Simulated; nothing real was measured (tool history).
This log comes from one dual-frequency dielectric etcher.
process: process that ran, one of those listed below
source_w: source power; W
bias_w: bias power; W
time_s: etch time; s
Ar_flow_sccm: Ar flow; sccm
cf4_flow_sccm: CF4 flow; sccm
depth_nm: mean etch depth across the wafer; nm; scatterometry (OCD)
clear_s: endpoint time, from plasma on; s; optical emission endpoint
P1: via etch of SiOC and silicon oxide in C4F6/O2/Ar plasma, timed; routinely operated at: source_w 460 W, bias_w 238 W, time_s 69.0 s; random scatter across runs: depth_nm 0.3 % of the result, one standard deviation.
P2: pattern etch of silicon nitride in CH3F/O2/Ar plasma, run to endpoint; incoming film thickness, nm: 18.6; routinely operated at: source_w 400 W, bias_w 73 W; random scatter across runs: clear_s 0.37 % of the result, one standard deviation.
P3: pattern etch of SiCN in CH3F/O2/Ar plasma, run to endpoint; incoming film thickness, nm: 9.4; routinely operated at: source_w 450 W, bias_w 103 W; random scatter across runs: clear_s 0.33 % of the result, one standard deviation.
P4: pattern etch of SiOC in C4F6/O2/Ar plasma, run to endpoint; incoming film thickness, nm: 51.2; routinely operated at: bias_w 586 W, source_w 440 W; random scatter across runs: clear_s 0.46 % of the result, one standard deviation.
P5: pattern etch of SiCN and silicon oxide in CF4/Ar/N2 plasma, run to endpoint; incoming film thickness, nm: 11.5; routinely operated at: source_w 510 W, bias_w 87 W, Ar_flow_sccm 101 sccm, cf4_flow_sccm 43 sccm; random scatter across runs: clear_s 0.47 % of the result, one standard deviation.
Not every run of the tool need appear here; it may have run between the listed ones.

run 1 hour=6.9 | process=P1 source_w=460 bias_w=238 time_s=69.0 | depth_nm=91.160
run 2 hour=13.8 | process=P1 source_w=570 bias_w=238 time_s=69.0 | depth_nm=98.750
run 3 hour=21.2 | process=P1 source_w=380 bias_w=153 time_s=69.0 | depth_nm=73.147
run 4 hour=25.9 | process=P1 source_w=460 bias_w=238 time_s=38.0 | depth_nm=50.319
run 5 hour=31.9 | process=P2 source_w=400 bias_w=48 | clear_s=30.028
run 6 hour=38.5 | process=P5 source_w=350 bias_w=87 Ar_flow_sccm=101 cf4_flow_sccm=43 | clear_s=16.597
run 7 hour=46.7 | process=P4 source_w=550 bias_w=586 | clear_s=14.084
run 8 hour=52.9 | process=P4 source_w=440 bias_w=586 | clear_s=15.239
run 9 hour=59.6 | process=P1 source_w=460 bias_w=238 time_s=69.0 | depth_nm=91.572
run 10 hour=64.3 | process=P1 source_w=330 bias_w=238 time_s=69.0 | depth_nm=80.117
run 11 hour=70.6 | process=P1 source_w=460 bias_w=238 time_s=103.5 | depth_nm=135.710
run 12 hour=75.0 | process=P1 source_w=460 bias_w=319 time_s=69.0 | depth_nm=100.750
run 13 hour=81.3 | process=P1 source_w=460 bias_w=238 time_s=69.0 | depth_nm=91.458
run 14 hour=86.6 | process=P3 source_w=450 bias_w=103 | clear_s=21.416
run 15 hour=92.5 | process=P4 source_w=440 bias_w=409 | clear_s=17.300
run 16 hour=96.4 | process=P1 source_w=460 bias_w=238 time_s=69.0 | depth_nm=90.958
run 17 hour=102.1 | process=P1 source_w=460 bias_w=150 time_s=69.0 | depth_nm=78.514
run 18 hour=106.3 | process=P5 source_w=510 bias_w=87 Ar_flow_sccm=101 cf4_flow_sccm=43 | clear_s=12.056
run 19 hour=111.9 | process=P3 source_w=320 bias_w=103 | clear_s=24.306
run 20 hour=119.1 | process=P3 source_w=450 bias_w=103 | clear_s=21.523
run 21 hour=125.0 | process=P1 source_w=590 bias_w=238 time_s=101.5 | depth_nm=147.200
run 22 hour=133.0 | process=P5 source_w=510 bias_w=87 Ar_flow_sccm=101 cf4_flow_sccm=51 | clear_s=11.783
run 23 hour=140.8 | process=P5 source_w=510 bias_w=87 Ar_flow_sccm=70 cf4_flow_sccm=43 | clear_s=11.324
run 24 hour=148.3 | process=P1 source_w=590 bias_w=238 time_s=99.5 | depth_nm=145.350
run 25 hour=152.8 | process=P2 source_w=400 bias_w=73 | clear_s=26.505
run 26 hour=158.5 | process=P1 source_w=460 bias_w=238 time_s=69.0 | depth_nm=91.019
run 27 hour=164.4 | process=P2 source_w=510 bias_w=73 | clear_s=23.999
run 28 hour=169.2 | process=P5 source_w=510 bias_w=51 Ar_flow_sccm=101 cf4_flow_sccm=43 | clear_s=14.535
run 29 hour=176.1 | process=P3 source_w=450 bias_w=133 | clear_s=19.469
run 30 hour=182.7 | process=P4 source_w=440 bias_w=586 | clear_s=15.192
run 31 hour=189.6 | process=P2 source_w=400 bias_w=73 | clear_s=26.287
run 32 hour=197.7 | process=P1 source_w=460 bias_w=238 time_s=69.0 | depth_nm=91.218
run 33 hour=201.4 | process=P1 source_w=460 bias_w=238 time_s=69.0 | depth_nm=91.360
run 34 hour=205.1 | process=P1 source_w=460 bias_w=238 time_s=69.0 | depth_nm=91.699
run 35 hour=210.6 | process=P1 source_w=460 bias_w=238 time_s=69.0 | depth_nm=91.722
run 36 hour=216.7 | process=P1 source_w=460 bias_w=238 time_s=69.0 | depth_nm=92.446
run 37 hour=224.4 | process=P1 source_w=460 bias_w=238 time_s=69.0 | depth_nm=92.465
-- hour=231.2 wet clean of the chamber
run 38 hour=231.6 | process=P1 source_w=460 bias_w=238 time_s=69.0 | depth_nm=92.823
run 39 hour=236.9 | process=P1 source_w=460 bias_w=238 time_s=69.0 | depth_nm=92.151
run 40 hour=244.3 | process=P1 source_w=460 bias_w=238 time_s=69.0 | depth_nm=92.729
run 41 hour=249.2 | process=P1 source_w=460 bias_w=238 time_s=69.0 | depth_nm=92.750

P1 has crept away from where it was. The log is fitted equally well by each of these 2 causes, at the sizes shown:
A: bias power that arrives over what is set, % = 4.47
B: source power that arrives over what is set, % = 3.95
Onset of the creep was near hour 197.7.
Why every other cause is out:
chamber walls in a state that raises the etch rate, %: serviced at hour 231.2, which brought nothing back

4 check runs are offered, each on 3 wafers whose results are averaged, their results left as question marks. Which one tells the causes apart?
run check 1 hour=254.1 | process=P2 source_w=500 bias_w=73 | clear_s=?
run check 2 hour=254.1 | process=P5 source_w=510 bias_w=57 Ar_flow_sccm=73 cf4_flow_sccm=43 | clear_s=?
run check 3 hour=254.1 | process=P4 source_w=510 bias_w=437 | clear_s=?
run check 4 hour=254.1 | process=P3 source_w=450 bias_w=118 | clear_s=?

Predicted outcomes, by check and by cause:
check=check_1 result=clear_s if_A=23.864 if_B=23.866
check=check_2 result=clear_s if_A=13.012 if_B=12.755
check=check_3 result=clear_s if_A=15.833 if_B=15.856
check=check_4 result=clear_s if_A=20.023 if_B=20.077
Separation of the two closest causes in each check, using whichever result separates them best: check 1 0.01 %; check 2 2 %; check 3 0.14 %; check 4 0.27 %
Only check 2 tells the causes apart: in the others they would give nearly the same result.

After running check 2, the following was obtained: clear_s 13.003 s. Which cause does this point to?

Of the candidate causes, it is A: bias power that arrives over what is set, %.
